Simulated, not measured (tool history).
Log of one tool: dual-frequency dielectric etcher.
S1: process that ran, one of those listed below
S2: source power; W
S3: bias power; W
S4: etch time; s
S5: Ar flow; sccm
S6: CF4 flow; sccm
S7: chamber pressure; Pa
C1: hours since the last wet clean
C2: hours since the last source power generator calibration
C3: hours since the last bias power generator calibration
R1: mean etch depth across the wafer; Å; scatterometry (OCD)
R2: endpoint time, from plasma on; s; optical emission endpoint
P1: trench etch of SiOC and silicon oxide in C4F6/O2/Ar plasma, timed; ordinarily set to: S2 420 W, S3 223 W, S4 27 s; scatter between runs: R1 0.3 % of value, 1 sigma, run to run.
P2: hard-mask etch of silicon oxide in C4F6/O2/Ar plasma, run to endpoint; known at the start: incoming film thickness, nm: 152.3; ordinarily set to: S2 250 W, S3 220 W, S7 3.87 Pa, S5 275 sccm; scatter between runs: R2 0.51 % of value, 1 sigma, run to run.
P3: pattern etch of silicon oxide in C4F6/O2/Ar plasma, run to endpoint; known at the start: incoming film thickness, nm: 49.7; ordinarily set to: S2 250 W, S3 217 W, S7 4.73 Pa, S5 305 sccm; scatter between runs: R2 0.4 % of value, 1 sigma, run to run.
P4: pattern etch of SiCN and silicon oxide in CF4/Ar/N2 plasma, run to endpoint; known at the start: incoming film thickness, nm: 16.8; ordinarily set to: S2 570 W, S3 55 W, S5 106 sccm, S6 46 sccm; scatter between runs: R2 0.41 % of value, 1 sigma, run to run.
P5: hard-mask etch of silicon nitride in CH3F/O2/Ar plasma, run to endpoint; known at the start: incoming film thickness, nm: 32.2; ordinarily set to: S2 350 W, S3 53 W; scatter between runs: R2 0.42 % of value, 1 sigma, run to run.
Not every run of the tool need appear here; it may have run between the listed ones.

{"run": 1, "hour": 11.3, "S1": "P1", "S2": 420, "S3": 223, "S4": 27, "C1": 87.8, "C2": 976.5, "C3": 3581.6, "R1": 573.38}
{"run": 2, "hour": 19.9, "S1": "P1", "S2": 420, "S3": 166, "S4": 27, "C1": 96.4, "C2": 985.1, "C3": 3590.2, "R1": 523.3}
{"run": 3, "hour": 27.9, "S1": "P5", "S2": 350, "S3": 34, "C1": 104.4, "C2": 993.1, "C3": 3598.2, "R2": 62.678}
{"run": 4, "hour": 34.5, "S1": "P4", "S2": 350, "S3": 55, "S5": 106, "S6": 46, "C1": 111, "C2": 999.7, "C3": 3604.8, "R2": 29.29}
{"run": 5, "hour": 41.5, "S1": "P4", "S2": 570, "S3": 55, "S5": 106, "S6": 38, "C1": 118, "C2": 1006.7, "C3": 3611.8, "R2": 19.554}
{"run": 6, "hour": 47.6, "S1": "P3", "S2": 160, "S3": 217, "S5": 305, "S7": 4.73, "C1": 124.1, "C2": 1012.8, "C3": 3617.9, "R2": 21.512}
{"run": 7, "hour": 55.5, "S1": "P1", "S2": 420, "S3": 223, "S4": 37.5, "C1": 132, "C2": 1020.7, "C3": 3625.8, "R1": 801.77}
{"run": 8, "hour": 65.2, "S1": "P2", "S2": 250, "S3": 220, "S5": 275, "S7": 5.2, "C1": 141.7, "C2": 1030.4, "C3": 3635.5, "R2": 54.004}
{"run": 9, "hour": 72.5, "S1": "P3", "S2": 250, "S3": 217, "S5": 305, "S7": 4.73, "C1": 149, "C2": 1037.7, "C3": 3642.8, "R2": 18.18}
{"run": 10, "hour": 79.5, "S1": "P2", "S2": 330, "S3": 220, "S5": 275, "S7": 3.87, "C1": 156, "C2": 1044.7, "C3": 3649.8, "R2": 46.776}
{"run": 11, "hour": 88.4, "S1": "P1", "S2": 420, "S3": 307, "S4": 27, "C1": 164.9, "C2": 1053.6, "C3": 3658.7, "R1": 644.68}
{"run": 12, "hour": 97.7, "S1": "P1", "S2": 290, "S3": 223, "S4": 27, "C1": 174.2, "C2": 1062.9, "C3": 3668, "R1": 501.23}
{"run": 13, "hour": 104.6, "S1": "P3", "S2": 250, "S3": 290, "S5": 305, "S7": 4.73, "C1": 181.1, "C2": 1069.8, "C3": 3674.9, "R2": 16.319}
{"run": 14, "hour": 115.8, "S1": "P1", "S2": 420, "S3": 223, "S4": 27, "C1": 192.3, "C2": 1081, "C3": 3686.1, "R1": 575}
{"run": 15, "hour": 122.7, "S1": "P4", "S2": 570, "S3": 55, "S5": 128, "S6": 46, "C1": 199.2, "C2": 1087.9, "C3": 3693, "R2": 19.614}
{"run": 16, "hour": 133.4, "S1": "P2", "S2": 250, "S3": 220, "S5": 335, "S7": 3.87, "C1": 209.9, "C2": 1098.6, "C3": 3703.7, "R2": 53.659}
{"run": 17, "hour": 139.9, "S1": "P1", "S2": 420, "S3": 223, "S4": 27, "C1": 216.4, "C2": 1105.1, "C3": 3710.2, "R1": 577.7}
{"run": 18, "hour": 152.3, "S1": "P1", "S2": 420, "S3": 277, "S4": 34, "C1": 228.8, "C2": 1117.5, "C3": 3722.6, "R1": 775.9}
{"run": 19, "hour": 158.8, "S1": "P1", "S2": 550, "S3": 223, "S4": 27, "C1": 235.3, "C2": 1124, "C3": 3729.1, "R1": 637.68}
{"run": 20, "hour": 167.7, "S1": "P1", "S2": 520, "S3": 223, "S4": 20.5, "C1": 244.2, "C2": 1132.9, "C3": 3738, "R1": 473.74}
{"run": 21, "hour": 179.6, "S1": "P3", "S2": 250, "S3": 217, "S5": 424, "S7": 4.73, "C1": 256.1, "C2": 1144.8, "C3": 3749.9, "R2": 18.85}
{"run": 22, "hour": 186.4, "S1": "P4", "S2": 570, "S3": 55, "S5": 106, "S6": 46, "C1": 262.9, "C2": 1151.6, "C3": 3756.7, "R2": 18.959}
{"run": 23, "hour": 196.9, "S1": "P3", "S2": 250, "S3": 217, "S5": 305, "S7": 4.73, "C1": 273.4, "C2": 1162.1, "C3": 3767.2, "R2": 18.231}
{"run": 24, "hour": 208.1, "S1": "P5", "S2": 350, "S3": 53, "C1": 284.6, "C2": 1173.3, "C3": 3778.4, "R2": 54.838}
{"run": 25, "hour": 218.5, "S1": "P1", "S2": 420, "S3": 223, "S4": 27, "C1": 295, "C2": 1183.7, "C3": 3788.8, "R1": 574.86}
{"run": 26, "hour": 227.5, "S1": "P3", "S2": 250, "S3": 217, "S5": 305, "S7": 5.93, "C1": 304, "C2": 1192.7, "C3": 3797.8, "R2": 18.608}
{"run": 27, "hour": 234.9, "S1": "P2", "S2": 250, "S3": 220, "S5": 275, "S7": 3.87, "C1": 311.4, "C2": 1200.1, "C3": 3805.2, "R2": 52.441}
{"run": 28, "hour": 243.5, "S1": "P2", "S2": 250, "S3": 287, "S5": 275, "S7": 3.87, "C1": 320, "C2": 1208.7, "C3": 3813.8, "R2": 47.589}
{"run": 29, "hour": 253.8, "S1": "P5", "S2": 230, "S3": 53, "C1": 330.3, "C2": 1219, "C3": 3824.1, "R2": 64.729}
{"run": 30, "hour": 264.1, "S1": "P4", "S2": 570, "S3": 41, "S5": 106, "S6": 46, "C1": 340.6, "C2": 1229.3, "C3": 3834.4, "R2": 20.752}
{"run": 31, "hour": 274.5, "S1": "P1", "S2": 420, "S3": 277, "S4": 39, "C1": 351, "C2": 1239.7, "C3": 3844.8, "R1": 888.88}
{"run": 32, "hour": 281.6, "S1": "P5", "S2": 350, "S3": 53, "C1": 358.1, "C2": 1246.8, "C3": 3851.9, "R2": 54.681}
{"run": 33, "hour": 288.2, "S1": "P1", "S2": 420, "S3": 223, "S4": 17, "C1": 364.7, "C2": 1253.4, "C3": 3858.5, "R1": 360.05}
{"run": 34, "hour": 295.5, "S1": "P1", "S2": 420, "S3": 223, "S4": 27, "C1": 372, "C2": 1260.7, "C3": 3865.8, "R1": 575.6}
{"run": 35, "hour": 301.6, "S1": "P1", "S2": 420, "S3": 223, "S4": 27, "C1": 378.1, "C2": 1266.8, "C3": 3871.9, "R1": 574.91}
{"run": 36, "hour": 312.8, "S1": "P1", "S2": 420, "S3": 223, "S4": 27, "C1": 389.3, "C2": 1278, "C3": 3883.1, "R1": 568.96}
{"run": 37, "hour": 322.3, "S1": "P1", "S2": 420, "S3": 223, "S4": 27, "C1": 398.8, "C2": 1287.5, "C3": 3892.6, "R1": 567.6}
{"run": 38, "hour": 331.5, "S1": "P1", "S2": 420, "S3": 223, "S4": 27, "C1": 408, "C2": 1296.7, "C3": 3901.8, "R1": 567.45}
{"run": 39, "hour": 338.9, "S1": "P1", "S2": 420, "S3": 223, "S4": 27, "C1": 415.4, "C2": 1304.1, "C3": 3909.2, "R1": 566.77}
{"run": 40, "hour": 344.8, "S1": "P1", "S2": 420, "S3": 223, "S4": 27, "C1": 421.3, "C2": 1310, "C3": 3915.1, "R1": 566.27}
{"run": 41, "hour": 355.9, "S1": "P1", "S2": 420, "S3": 223, "S4": 27, "C1": 432.4, "C2": 1321.1, "C3": 3926.2, "R1": 565.95}
{"hour": 361.8, "done": "wet clean of the chamber"}
{"run": 42, "hour": 366.6, "S1": "P1", "S2": 420, "S3": 223, "S4": 27, "C1": 4.8, "C2": 1331.8, "C3": 3936.9, "R1": 564.29}
{"run": 43, "hour": 376.6, "S1": "P1", "S2": 420, "S3": 223, "S4": 27, "C1": 14.8, "C2": 1341.8, "C3": 3946.9, "R1": 564.61}
{"run": 44, "hour": 383.9, "S1": "P1", "S2": 420, "S3": 223, "S4": 27, "C1": 22.1, "C2": 1349.1, "C3": 3954.2, "R1": 565.34}

What P1 gives has crept off from where it sat before. The 2 causes that follow fit the log equally well, each at the size noted:
A: bias power that arrives under what is set, % = 4.53
B: source power that arrives under what is set, % = 3.88
The drift started at roughly hour 295.5.
Excluded causes, each with its reason:
chamber walls in a state that lowers the etch rate, %: serviced at hour 361.8, which brought nothing back

Of the 4 check runs below, each run on 2 wafers with the results averaged and each result still a question mark, which one would tell the listed causes apart?
{"run": "check 1", "hour": 391.2, "S1": "P4", "S2": 460, "S3": 42, "S5": 106, "S6": 46, "R2": "?"}
{"run": "check 2", "hour": 391.2, "S1": "P2", "S2": 310, "S3": 220, "S5": 275, "S7": 3.87, "R2": "?"}
{"run": "check 3", "hour": 391.2, "S1": "P3", "S2": 210, "S3": 217, "S5": 415, "S7": 4.73, "R2": "?"}
{"run": "check 4", "hour": 391.2, "S1": "P5", "S2": 260, "S3": 53, "R2": "?"}

How each check would come out, cause by cause:
check=check_1 result=R2 if_A=25.346 if_B=25.864
check=check_2 result=R2 if_A=49.018 if_B=49.002
check=check_3 result=R2 if_A=20.452 if_B=20.436
check=check_4 result=R2 if_A=62.255 if_B=62.251
Gap, in per cent, between the two causes that each check separates least, read from the result that separates them most: check 1 2.02 %; check 2 0.03 %; check 3 0.08 %; check 4 0.01 %
Only check 1 tells the causes apart: in the others they would give nearly the same result.

Check 1 was carried out, with these results: R2 25.374 s. Which of the listed causes is responsible?

The correct cause is A, namely: bias power that arrives under what is set, %.
